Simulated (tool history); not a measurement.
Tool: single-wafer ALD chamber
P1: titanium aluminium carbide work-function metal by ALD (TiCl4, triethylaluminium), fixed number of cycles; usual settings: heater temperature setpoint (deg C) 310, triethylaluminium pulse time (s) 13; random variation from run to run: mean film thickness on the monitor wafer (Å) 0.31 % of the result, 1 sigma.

run	hour	heater temperature setpoint (deg C)	triethylaluminium pulse time (s)	hours since the last thermocouple change	hours since the last triethylaluminium bottle change	mean film thickness on the monitor wafer (Å)
1	12.7	310	13	2265.9	474.1	20.778
# hour 16.9: triethylaluminium bottle replaced
2	19.5	310	13	2272.7	2.7	20.864
3	25.6	290	7.68	2278.8	8.8	17.9
4	32.4	334	13	2285.6	15.6	22.942
5	39.1	310	13	2292.3	22.3	20.874
6	45.2	286	16.66	2298.4	28.4	18.908
7	58.9	310	13	2312.1	42.1	20.867
8	67.5	310	13	2320.7	50.7	20.985
9	77.8	288	13	2331	61	18.98
# hour 80.8: thermocouple changed; heater temperature recalibrated
10	86.8	310	18.56	6.1	70	21.108
11	98.7	310	7.5	18	81.9	19.53
12	110.5	310	13	29.8	93.7	20.959
13	124.1	321	6.13	43.4	107.3	19.43
14	137	310	13	56.3	120.2	20.844
15	146.6	310	13	65.9	129.8	20.832
16	158.9	310	13	78.2	142.1	20.64
17	171.3	310	13	90.6	154.5	20.676
18	184.1	310	13	103.4	167.3	20.686
19	195.9	310	13	115.2	179.1	20.541
20	209.5	310	13	128.8	192.7	20.596
21	221.7	310	13	141	204.9	20.459
22	228.7	310	13	148	211.9	20.717
23	236.9	310	13	156.2	220.1	20.506
24	248.9	310	13	168.2	232.1	20.614

What P1 gives has crept away from where it was. These 2 causes fit the log equally well, each at the size given:
A: wafer temperature below the value expected at the setpoint (K) = 3.78
B: triethylaluminium dose below that of a fresh bottle (%) = 19.4
The creep began at about hour 137.

4 check runs are offered, each on 2 wafers whose results are averaged, their results left as question marks. Which one tells the causes apart?
check 1	260.9	301	13			?
check 2	260.9	296	9.23			?
check 3	260.9	332	13			?
check 4	260.9	289	13			?

What each check would give under each cause:
check	result	if A	if B
check 1	mean film thickness on the monitor wafer (Å)	19.758	19.768
check 2	mean film thickness on the monitor wafer (Å)	18.736	18.348
check 3	mean film thickness on the monitor wafer (Å)	22.478	22.453
check 4	mean film thickness on the monitor wafer (Å)	18.724	18.746
How far apart the two closest causes lie, in the result that separates them most: check 1 0.05 %; check 2 2.09 %; check 3 0.11 %; check 4 0.12 %
Check 2 tells the causes apart: in the others they would give nearly the same result.

Check 2 was then run and gave: mean film thickness on the monitor wafer (Å) 18.378. Which cause is it?

It is B: triethylaluminium dose below that of a fresh bottle (%).
